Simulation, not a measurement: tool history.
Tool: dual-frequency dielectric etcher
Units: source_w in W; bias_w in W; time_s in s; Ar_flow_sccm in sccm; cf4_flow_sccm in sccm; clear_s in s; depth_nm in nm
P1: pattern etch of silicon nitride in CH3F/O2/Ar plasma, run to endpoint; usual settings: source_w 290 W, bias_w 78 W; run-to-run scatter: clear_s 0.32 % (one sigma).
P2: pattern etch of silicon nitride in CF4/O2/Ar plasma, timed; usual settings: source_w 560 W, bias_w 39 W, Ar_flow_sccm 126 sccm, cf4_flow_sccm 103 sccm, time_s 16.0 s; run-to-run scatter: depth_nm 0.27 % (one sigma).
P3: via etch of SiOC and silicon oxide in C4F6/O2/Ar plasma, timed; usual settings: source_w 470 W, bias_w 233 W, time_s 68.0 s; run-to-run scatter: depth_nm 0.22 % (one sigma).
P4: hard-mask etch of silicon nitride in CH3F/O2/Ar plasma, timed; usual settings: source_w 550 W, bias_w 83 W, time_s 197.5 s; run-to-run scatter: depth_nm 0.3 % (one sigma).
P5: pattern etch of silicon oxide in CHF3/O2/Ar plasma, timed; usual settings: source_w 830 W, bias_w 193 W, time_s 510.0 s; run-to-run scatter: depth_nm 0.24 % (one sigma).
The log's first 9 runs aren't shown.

run   hour  process  source_w  bias_w  time_s  Ar_flow_sccm  cf4_flow_sccm  clear_s  depth_nm
 10   74.8       P3       470     233    68.0                                          89.803
 11   84.0       P2       560      39    16.0           163            103             28.938
 12   89.4       P1       290      78                                        44.214
 13   98.8       P3       320     233    68.0                                          77.683
 14  104.6       P2       560      26    16.0           126            103             26.176
 15  112.3       P5       830     144   510.0                                        1087.800
 16  122.0       P5       830     193   510.0                                        1204.100
 17  127.9       P1       290      94                                        41.148
 18  133.9       P1       210      78                                        50.051
 19  141.0       P1       290      78                                        44.127
     141.2  -- bias power generator calibrated
 20  146.5       P2       560      39    16.0           126            103             30.220
 21  153.1       P5       830     193   510.0                                        1197.200
 22  160.5       P1       290      78                                        44.165
 23  169.7       P2       440      39    16.0           126            103             24.248
 24  180.1       P1       290      61                                        47.925
 25  185.2       P5       830     193   764.5                                        1804.600
 26  194.8       P4       690      83   197.5                                         178.160
 27  200.0       P4       550      83   197.5                                         162.750
 28  204.8       P2       560      39    16.0           126             62             27.808
 29  214.3       P4       550      55   197.5                                         142.760
 30  223.7       P1       290      78                                        44.019
 31  229.6       P1       290      78                                        44.013
 32  238.0       P1       290      78                                        43.779
 33  248.3       P1       290      78                                        43.486

Forecast run 34:
     250.8  -- wet clean of the chamber
 34  256.0       P1       290      78                                             ?

Run 34 gave clear_s 43.721 s.
